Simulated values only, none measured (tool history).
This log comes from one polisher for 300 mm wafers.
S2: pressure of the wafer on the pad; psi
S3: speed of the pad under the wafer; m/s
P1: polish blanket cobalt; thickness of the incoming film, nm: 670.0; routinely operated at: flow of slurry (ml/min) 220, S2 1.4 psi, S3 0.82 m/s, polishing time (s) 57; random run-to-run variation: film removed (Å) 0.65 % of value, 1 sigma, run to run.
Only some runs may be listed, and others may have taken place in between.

Run 1, hour 4.1: flow of slurry (ml/min) 220, S2 1.4 psi, S3 0.82 m/s, polishing time (s) 57. Result: film removed (Å) 1531.80.
Run 2, hour 8.8: flow of slurry (ml/min) 220, S2 1.0 psi, S3 0.82 m/s, polishing time (s) 57. Result: film removed (Å) 1071.40.
Run 3, hour 13.9: flow of slurry (ml/min) 220, S2 2.0 psi, S3 0.82 m/s, polishing time (s) 57. Result: film removed (Å) 2171.10.
Run 4, hour 18.8: flow of slurry (ml/min) 220, S2 1.9 psi, S3 0.82 m/s, polishing time (s) 82. Result: film removed (Å) 2970.80.
Run 5, hour 23.3: flow of slurry (ml/min) 220, S2 1.4 psi, S3 0.82 m/s, polishing time (s) 75. Result: film removed (Å) 1980.00.
Run 6, hour 26.8: flow of slurry (ml/min) 220, S2 1.4 psi, S3 0.82 m/s, polishing time (s) 57. Result: film removed (Å) 1501.50.
Run 7, hour 33.8: flow of slurry (ml/min) 220, S2 1.4 psi, S3 0.82 m/s, polishing time (s) 57. Result: film removed (Å) 1517.60.
Run 8, hour 38.5: flow of slurry (ml/min) 220, S2 1.4 psi, S3 1.20 m/s, polishing time (s) 57. Result: film removed (Å) 2244.40.
Run 9, hour 44.0: flow of slurry (ml/min) 220, S2 1.4 psi, S3 0.82 m/s, polishing time (s) 57. Result: film removed (Å) 1518.30.
Run 10, hour 47.4: flow of slurry (ml/min) 220, S2 1.4 psi, S3 0.82 m/s, polishing time (s) 57. Result: film removed (Å) 1520.10.
At hour 51.5: head pressure recalibrated.
Run 11, hour 52.3: flow of slurry (ml/min) 220, S2 1.4 psi, S3 0.82 m/s, polishing time (s) 57. Result: film removed (Å) 1527.20.
Run 12, hour 59.1: flow of slurry (ml/min) 220, S2 1.4 psi, S3 0.82 m/s, polishing time (s) 31. Result: film removed (Å) 820.87.
Run 13, hour 65.1: flow of slurry (ml/min) 220, S2 1.4 psi, S3 0.48 m/s, polishing time (s) 57. Result: film removed (Å) 883.31.
Run 14, hour 70.1: flow of slurry (ml/min) 340, S2 1.4 psi, S3 0.82 m/s, polishing time (s) 57. Result: film removed (Å) 1570.50.
Run 15, hour 76.3: flow of slurry (ml/min) 130, S2 1.4 psi, S3 0.82 m/s, polishing time (s) 57. Result: film removed (Å) 1401.30.
Run 16, hour 80.7: flow of slurry (ml/min) 220, S2 1.4 psi, S3 0.82 m/s, polishing time (s) 57. Result: film removed (Å) 1515.40.
Run 17, hour 86.7: flow of slurry (ml/min) 220, S2 1.4 psi, S3 0.82 m/s, polishing time (s) 57. Result: film removed (Å) 1480.60.
Run 18, hour 92.1: flow of slurry (ml/min) 220, S2 1.4 psi, S3 0.82 m/s, polishing time (s) 57. Result: film removed (Å) 1466.70.
Run 19, hour 99.0: flow of slurry (ml/min) 220, S2 1.4 psi, S3 0.82 m/s, polishing time (s) 57. Result: film removed (Å) 1447.60.
Run 20, hour 103.5: flow of slurry (ml/min) 220, S2 1.4 psi, S3 0.82 m/s, polishing time (s) 57. Result: film removed (Å) 1431.40.
At hour 106.4: head pressure recalibrated.
Run 21, hour 110.3: flow of slurry (ml/min) 220, S2 1.4 psi, S3 0.82 m/s, polishing time (s) 57. Result: film removed (Å) 1433.90.
Run 22, hour 113.4: flow of slurry (ml/min) 220, S2 1.4 psi, S3 0.82 m/s, polishing time (s) 57. Result: film removed (Å) 1416.90.
Run 23, hour 118.1: flow of slurry (ml/min) 220, S2 1.4 psi, S3 0.82 m/s, polishing time (s) 57. Result: film removed (Å) 1427.30.
Run 24, hour 123.4: flow of slurry (ml/min) 220, S2 1.4 psi, S3 0.82 m/s, polishing time (s) 57. Result: film removed (Å) 1423.20.
Run 25, hour 129.5: flow of slurry (ml/min) 220, S2 1.4 psi, S3 0.82 m/s, polishing time (s) 57. Result: film removed (Å) 1415.40.
Run 26, hour 135.5: flow of slurry (ml/min) 220, S2 1.4 psi, S3 0.82 m/s, polishing time (s) 57. Result: film removed (Å) 1410.20.
Run 27, hour 141.5: flow of slurry (ml/min) 220, S2 1.4 psi, S3 0.82 m/s, polishing time (s) 57. Result: film removed (Å) 1410.50.

P1 has crept away from where it was. The log is fitted equally well by each of these 2 causes, at the sizes shown:
A: slurry flow missing at the pad, % = 38.5
B: removal rate lost through wear of the pad, % = 7.09
The creep began at about hour 80.7.
The rest of the possible causes, and what rules out each one:
head's pressure below its setpoint, %: serviced at hour 106.4, after the change had begun; the process did not return to its earlier output

The 4 check runs listed below each average the results of 2 wafers, and their outcomes are marked with question marks. Under which run would the listed causes produce clearly different results?
Run check 1, hour 147.5: flow of slurry (ml/min) 220, S2 1.4 psi, S3 0.60 m/s, polishing time (s) 57. Result: film removed (Å) ?.
Run check 2, hour 147.5: flow of slurry (ml/min) 130, S2 1.7 psi, S3 0.82 m/s, polishing time (s) 57. Result: film removed (Å) ?.
Run check 3, hour 147.5: flow of slurry (ml/min) 220, S2 1.4 psi, S3 0.82 m/s, polishing time (s) 69. Result: film removed (Å) ?.
Run check 4, hour 147.5: flow of slurry (ml/min) 220, S2 1.4 psi, S3 1.10 m/s, polishing time (s) 72. Result: film removed (Å) ?.

Predicted outcomes, by check and by cause:
  check            result     if A     if B
check 1  film removed (Å)  1030.50  1030.60
check 2  film removed (Å)  1507.30  1576.90
check 3  film removed (Å)  1704.90  1705.00
check 4  film removed (Å)  2386.50  2386.60
Minimum pairwise separation of causes per check, each pair taken at its best-separating result: check 1 0 %; check 2 4.51 %; check 3 0 %; check 4 0 %
Check 2 tells the causes apart: in the others they would give nearly the same result.

After running check 2, the following was obtained: film removed (Å) 1505.20. Which cause does this point to?

The cause is A: slurry flow missing at the pad, %.

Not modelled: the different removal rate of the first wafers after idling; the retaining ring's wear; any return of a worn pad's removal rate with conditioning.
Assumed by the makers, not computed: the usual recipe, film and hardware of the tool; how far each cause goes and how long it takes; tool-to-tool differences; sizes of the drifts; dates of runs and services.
